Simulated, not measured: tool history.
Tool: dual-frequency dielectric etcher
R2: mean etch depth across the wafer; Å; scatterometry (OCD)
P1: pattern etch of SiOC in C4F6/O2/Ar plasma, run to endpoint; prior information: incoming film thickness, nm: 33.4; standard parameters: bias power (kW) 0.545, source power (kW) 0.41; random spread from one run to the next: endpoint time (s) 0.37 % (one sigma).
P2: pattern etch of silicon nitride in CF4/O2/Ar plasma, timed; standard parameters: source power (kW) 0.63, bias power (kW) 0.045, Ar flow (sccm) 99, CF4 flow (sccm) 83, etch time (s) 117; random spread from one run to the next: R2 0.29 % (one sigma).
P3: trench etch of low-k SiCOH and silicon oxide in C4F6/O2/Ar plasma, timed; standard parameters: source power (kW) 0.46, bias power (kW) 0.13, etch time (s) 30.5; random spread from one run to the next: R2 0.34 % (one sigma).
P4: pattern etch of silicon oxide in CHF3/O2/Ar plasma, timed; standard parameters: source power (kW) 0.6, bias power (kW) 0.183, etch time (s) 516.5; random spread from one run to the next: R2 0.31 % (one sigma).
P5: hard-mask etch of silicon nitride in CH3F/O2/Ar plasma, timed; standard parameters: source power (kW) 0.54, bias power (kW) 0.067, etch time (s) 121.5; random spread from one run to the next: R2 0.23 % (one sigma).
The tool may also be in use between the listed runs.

run 1 hour=3.7 | process_that_ran=P1 bias_power_(kW)=0.545 source_power_(kW)=0.41 | endpoint_time_(s)=10.893
run 2 hour=6.2 | process_that_ran=P2 bias_power_(kW)=0.045 source_power_(kW)=0.63 Ar_flow_(sccm)=99 CF4_flow_(sccm)=83 etch_time_(s)=117 | R2=2525.4
run 3 hour=10.3 | process_that_ran=P1 bias_power_(kW)=0.64 source_power_(kW)=0.49 | endpoint_time_(s)=9.5736
run 4 hour=14.4 | process_that_ran=P4 bias_power_(kW)=0.183 source_power_(kW)=0.6 etch_time_(s)=744.5 | R2=14700
run 5 hour=18.2 | process_that_ran=P2 bias_power_(kW)=0.045 source_power_(kW)=0.63 Ar_flow_(sccm)=99 CF4_flow_(sccm)=83 etch_time_(s)=117 | R2=2515.2
run 6 hour=20.9 | process_that_ran=P5 bias_power_(kW)=0.067 source_power_(kW)=0.68 etch_time_(s)=121.5 | R2=1010.3
run 7 hour=23.8 | process_that_ran=P1 bias_power_(kW)=0.344 source_power_(kW)=0.41 | endpoint_time_(s)=12.872
run 8 hour=27 | process_that_ran=P1 bias_power_(kW)=0.545 source_power_(kW)=0.41 | endpoint_time_(s)=10.834
run 9 hour=31.4 | process_that_ran=P2 bias_power_(kW)=0.045 source_power_(kW)=0.63 Ar_flow_(sccm)=99 CF4_flow_(sccm)=110 etch_time_(s)=117 | R2=2612.3
run 10 hour=34.3 | process_that_ran=P4 bias_power_(kW)=0.183 source_power_(kW)=0.83 etch_time_(s)=516.5 | R2=11523
run 11 hour=36.6 | process_that_ran=P1 bias_power_(kW)=0.545 source_power_(kW)=0.41 | endpoint_time_(s)=10.879
run 12 hour=41 | process_that_ran=P4 bias_power_(kW)=0.252 source_power_(kW)=0.6 etch_time_(s)=516.5 | R2=11352
run 13 hour=45 | process_that_ran=P2 bias_power_(kW)=0.031 source_power_(kW)=0.63 Ar_flow_(sccm)=99 CF4_flow_(sccm)=83 etch_time_(s)=117 | R2=2219.1
run 14 hour=49.1 | process_that_ran=P3 bias_power_(kW)=0.13 source_power_(kW)=0.46 etch_time_(s)=30.5 | R2=908.8
run 15 hour=53.3 | process_that_ran=P2 bias_power_(kW)=0.045 source_power_(kW)=0.63 Ar_flow_(sccm)=99 CF4_flow_(sccm)=83 etch_time_(s)=64.5 | R2=1393.7
run 16 hour=56.6 | process_that_ran=P3 bias_power_(kW)=0.13 source_power_(kW)=0.65 etch_time_(s)=30.5 | R2=1049.5
run 17 hour=59.3 | process_that_ran=P5 bias_power_(kW)=0.067 source_power_(kW)=0.54 etch_time_(s)=91.5 | R2=699.29
run 18 hour=63.6 | process_that_ran=P2 bias_power_(kW)=0.045 source_power_(kW)=0.76 Ar_flow_(sccm)=99 CF4_flow_(sccm)=83 etch_time_(s)=117 | R2=2961.8
run 19 hour=65.8 | process_that_ran=P5 bias_power_(kW)=0.09 source_power_(kW)=0.54 etch_time_(s)=121.5 | R2=1017.6
run 20 hour=68.8 | process_that_ran=P1 bias_power_(kW)=0.545 source_power_(kW)=0.49 | endpoint_time_(s)=10.172
run 21 hour=72.8 | process_that_ran=P1 bias_power_(kW)=0.685 source_power_(kW)=0.33 | endpoint_time_(s)=10.748
run 22 hour=77.2 | process_that_ran=P1 bias_power_(kW)=0.545 source_power_(kW)=0.25 | endpoint_time_(s)=13.074
run 23 hour=81.3 | process_that_ran=P4 bias_power_(kW)=0.183 source_power_(kW)=0.6 etch_time_(s)=516.5 | R2=10156

Forecast run 24:
run 24 hour=84.6 | process_that_ran=P1 bias_power_(kW)=0.425 source_power_(kW)=0.27 | endpoint_time_(s)=?

{"run 24": {"endpoint time (s)": 13.992}}

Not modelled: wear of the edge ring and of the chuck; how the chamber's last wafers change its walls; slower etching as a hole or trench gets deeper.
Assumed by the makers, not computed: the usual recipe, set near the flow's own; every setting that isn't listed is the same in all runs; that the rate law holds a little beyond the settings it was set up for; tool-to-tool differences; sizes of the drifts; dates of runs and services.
